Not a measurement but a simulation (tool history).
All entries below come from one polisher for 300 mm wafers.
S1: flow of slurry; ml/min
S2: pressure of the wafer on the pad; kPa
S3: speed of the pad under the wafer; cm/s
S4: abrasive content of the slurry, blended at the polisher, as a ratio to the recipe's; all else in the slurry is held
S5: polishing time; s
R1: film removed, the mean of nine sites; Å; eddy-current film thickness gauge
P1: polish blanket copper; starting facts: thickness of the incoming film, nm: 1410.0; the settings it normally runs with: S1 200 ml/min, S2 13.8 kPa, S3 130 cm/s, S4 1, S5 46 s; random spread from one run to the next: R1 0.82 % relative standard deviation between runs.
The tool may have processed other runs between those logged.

run,hour,S1,S2,S3,S4,S5,R1
1,8.3,200,13.8,130,1,46,1389.8
2,20,200,13.8,130,1,46,1402.4
3,29.8,200,20.7,130,1,46,2079.3
4,43.7,200,13.8,130,1,46,1398.9
5,51.8,200,13.8,130,1.4,46,1467.4
6,66.6,200,8.3,130,1,46,835.6
7,82.2,200,13.8,130,1,58,1757.6
8,93.6,200,8.3,64,1,46,408.1
9,102.9,200,13.8,68,1,46,720.07
10,112.3,200,13.8,130,1,46,1378.7
11,122.6,260,13.8,130,1,46,1419.1
12,138.7,200,13.8,90,1.45,46,1038.8
13,148.4,200,13.8,130,0.5,46,1216
14,159.2,120,9,130,1,46,825.34
# hour 163.4: slurry nozzle cleaned
15,166.4,120,13.8,130,1,46,1296
16,180.5,200,13.8,130,1,46,1400.5
# hour 181.8: head pressure recalibrated
17,190.8,200,13.8,198,1,46,2109.6
18,202.3,200,13.8,130,1,23,684.57
19,215.9,200,13.8,130,1,46,1372.6
20,227.4,200,13.8,130,1,46,1396.5
21,239.9,200,13.8,130,1,46,1369.4

Run 22 comes next. What will it give?
22,249.5,200,13.8,130,1,46,?

{"run 22": {"R1": 1370.7}}
